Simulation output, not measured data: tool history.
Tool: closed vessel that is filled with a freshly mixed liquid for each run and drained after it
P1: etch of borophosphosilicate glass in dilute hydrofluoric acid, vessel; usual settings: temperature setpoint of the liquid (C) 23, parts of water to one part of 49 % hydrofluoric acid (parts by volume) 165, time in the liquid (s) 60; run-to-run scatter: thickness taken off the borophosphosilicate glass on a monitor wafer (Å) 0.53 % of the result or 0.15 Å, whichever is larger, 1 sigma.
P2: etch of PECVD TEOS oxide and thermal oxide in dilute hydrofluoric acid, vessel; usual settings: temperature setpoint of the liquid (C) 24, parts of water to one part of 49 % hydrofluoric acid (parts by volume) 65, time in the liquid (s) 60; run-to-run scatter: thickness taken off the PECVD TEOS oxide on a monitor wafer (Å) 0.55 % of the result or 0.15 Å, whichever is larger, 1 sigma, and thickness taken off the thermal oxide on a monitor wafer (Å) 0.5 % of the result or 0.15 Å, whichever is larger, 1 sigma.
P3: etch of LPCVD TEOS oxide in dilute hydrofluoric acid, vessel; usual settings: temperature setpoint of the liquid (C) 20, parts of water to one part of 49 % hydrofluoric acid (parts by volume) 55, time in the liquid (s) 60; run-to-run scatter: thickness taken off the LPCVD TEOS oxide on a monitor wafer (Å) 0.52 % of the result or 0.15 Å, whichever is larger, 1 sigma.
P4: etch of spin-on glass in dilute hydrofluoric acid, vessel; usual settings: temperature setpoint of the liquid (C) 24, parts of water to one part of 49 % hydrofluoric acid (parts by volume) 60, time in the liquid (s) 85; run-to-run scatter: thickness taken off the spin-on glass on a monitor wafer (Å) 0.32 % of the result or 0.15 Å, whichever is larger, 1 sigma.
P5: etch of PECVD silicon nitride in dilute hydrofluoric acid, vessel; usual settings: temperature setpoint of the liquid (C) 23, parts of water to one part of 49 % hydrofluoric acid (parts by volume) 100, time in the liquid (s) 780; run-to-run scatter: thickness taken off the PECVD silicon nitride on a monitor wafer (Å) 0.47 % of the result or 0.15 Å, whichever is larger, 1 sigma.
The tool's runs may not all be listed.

| run | day | process that ran | temperature setpoint of the liquid (C) | parts of water to one part of 49 % hydrofluoric acid (parts by volume) | time in the liquid (s) | thickness taken off the borophosphosilicate glass on a monitor wafer (Å) | thickness taken off the PECVD TEOS oxide on a monitor wafer (Å) | thickness taken off the thermal oxide on a monitor wafer (Å) | thickness taken off the PECVD silicon nitride on a monitor wafer (Å) | thickness taken off the spin-on glass on a monitor wafer (Å) | thickness taken off the LPCVD TEOS oxide on a monitor wafer (Å) |
|---|---|---|---|---|---|---|---|---|---|---|---|
| 1 | 0.438 | P1 | 23 | 165 | 60 | 265.6 |  |  |  |  |  |
| 2 | 0.888 | P2 | 31.5 | 65 | 60 |  | 261.6 | 63.765 |  |  |  |
| 3 | 1.638 | P5 | 17.5 | 100 | 780 |  |  |  | 84.83 |  |  |
| 4 | 2.346 | P1 | 18.5 | 165 | 60 | 223.92 |  |  |  |  |  |
| 5 | 2.688 | P4 | 18 | 60 | 85 |  |  |  |  | 454.07 |  |
| 6 | 3.317 | P5 | 23 | 100 | 1455 |  |  |  | 227.44 |  |  |
| 7 | 4.062 | P5 | 23 | 100 | 780 |  |  |  | 123.16 |  |  |
| 8 | 4.404 | P1 | 23 | 165 | 60 | 270.23 |  |  |  |  |  |
| 9 | 4.829 | P1 | 29.5 | 90 | 60 | 688.51 |  |  |  |  |  |
| 10 | 5.471 | P1 | 23 | 45 | 60 | 1133.2 |  |  |  |  |  |
| 11 | 6.025 | P4 | 24 | 60 | 85 |  |  |  |  | 582.88 |  |
| 12 | 6.621 | P3 | 20 | 55 | 60 |  |  |  |  |  | 164.14 |
| 13 | 7.212 | P1 | 23 | 165 | 60 | 267.85 |  |  |  |  |  |
| 14 | 7.692 | P1 | 23 | 165 | 30 | 134.54 |  |  |  |  |  |
| 15 | 8.283 | P1 | 23 | 165 | 60 | 267.75 |  |  |  |  |  |
| 16 | 9.012 | P4 | 24 | 105 | 85 |  |  |  |  | 315.53 |  |
| 17 | 9.654 | P2 | 24 | 65 | 90 |  | 290.89 | 70.719 |  |  |  |
| 18 | 10.167 | P1 | 23 | 165 | 60 | 267.39 |  |  |  |  |  |
| 19 | 10.912 | P3 | 20 | 55 | 85 |  |  |  |  |  | 231.57 |
| 20 | 11.258 | P5 | 23 | 40 | 780 |  |  |  | 300.35 |  |  |
| 21 | 11.992 | P1 | 23 | 165 | 60 | 268.25 |  |  |  |  |  |
| 22 | 12.704 | P1 | 23 | 165 | 115 | 521.57 |  |  |  |  |  |
| 23 | 13.408 | P3 | 24.5 | 55 | 60 |  |  |  |  |  | 197.25 |
| 24 | 13.783 | P1 | 28.5 | 165 | 60 | 332.19 |  |  |  |  |  |
| 25 | 14.525 | P1 | 30 | 165 | 110 | 641.35 |  |  |  |  |  |
| 26 | 15 | P1 | 23 | 50 | 30 | 507.34 |  |  |  |  |  |
| 27 | 15.342 | P1 | 23 | 165 | 60 | 265.1 |  |  |  |  |  |
| 28 | 15.788 | P3 | 20 | 95 | 60 |  |  |  |  |  | 90.355 |
| 29 | 16.325 | P4 | 24 | 60 | 30 |  |  |  |  | 206.39 |  |
| 30 | 16.975 | P2 | 24 | 105 | 60 |  | 115.54 | 27.631 |  |  |  |
| 31 | 17.562 | P1 | 23 | 275 | 60 | 145.2 |  |  |  |  |  |
| 32 | 18.192 | P2 | 24 | 65 | 60 |  | 196.41 | 46.791 |  |  |  |
| 33 | 18.9 | P1 | 23 | 165 | 60 | 268.32 |  |  |  |  |  |
| 34 | 19.383 | P1 | 23 | 165 | 60 | 260.1 |  |  |  |  |  |
| 35 | 20.138 | P1 | 23 | 165 | 60 | 253.92 |  |  |  |  |  |
| 36 | 20.579 | P1 | 23 | 165 | 60 | 249.46 |  |  |  |  |  |
| 37 | 21.275 | P1 | 23 | 165 | 60 | 248.85 |  |  |  |  |  |
| 38 | 21.733 | P1 | 23 | 165 | 60 | 246.71 |  |  |  |  |  |
| 39 | 22.071 | P1 | 23 | 165 | 60 | 249.65 |  |  |  |  |  |
| 40 | 22.542 | P1 | 23 | 165 | 60 | 249.53 |  |  |  |  |  |
| 41 | 23.154 | P1 | 23 | 165 | 60 | 247.82 |  |  |  |  |  |

What P1 gives has crept away from where it was. These 2 causes fit the log equally well, each at the size given:
A: hydrofluoric acid flow below the setpoint (%) = 6.4
B: liquid colder than its thermometer reads (K) = 2.04
The creep began at about day 18.9.

4 check runs are offered, one wafer each, their results left as question marks. Which one tells the causes apart?
| check 1 | 23.767 | P5 | 23 | 100 | 1405 |  |  |  | ? |  |  |
| check 2 | 23.767 | P2 | 31 | 65 | 60 |  | ? | ? |  |  |  |
| check 3 | 23.767 | P4 | 24 | 100 | 85 |  |  |  |  | ? |  |
| check 4 | 23.767 | P3 | 20 | 95 | 60 |  |  |  |  |  | ? |

What each check would give under each cause:
| check | result | if A | if B |
|---|---|---|---|
| check 1 | thickness taken off the PECVD silicon nitride on a monitor wafer (Å) | 207.65 | 193.31 |
| check 2 | thickness taken off the PECVD TEOS oxide on a monitor wafer (Å) | 238.44 | 237 |
| check 2 | thickness taken off the thermal oxide on a monitor wafer (Å) | 57.819 | 57.469 |
| check 3 | thickness taken off the spin-on glass on a monitor wafer (Å) | 308.63 | 306.46 |
| check 4 | thickness taken off the LPCVD TEOS oxide on a monitor wafer (Å) | 84.046 | 83.097 |
How far apart the two closest causes lie, in the result that separates them most: check 1 7.15 %; check 2 0.61 %; check 3 0.71 %; check 4 1.14 %
Check 1 tells the causes apart: in the others they would give nearly the same result.

Check 1 was then run and gave: thickness taken off the PECVD silicon nitride on a monitor wafer (Å) 208.53. Which cause is it?

It is A: hydrofluoric acid flow below the setpoint (%).
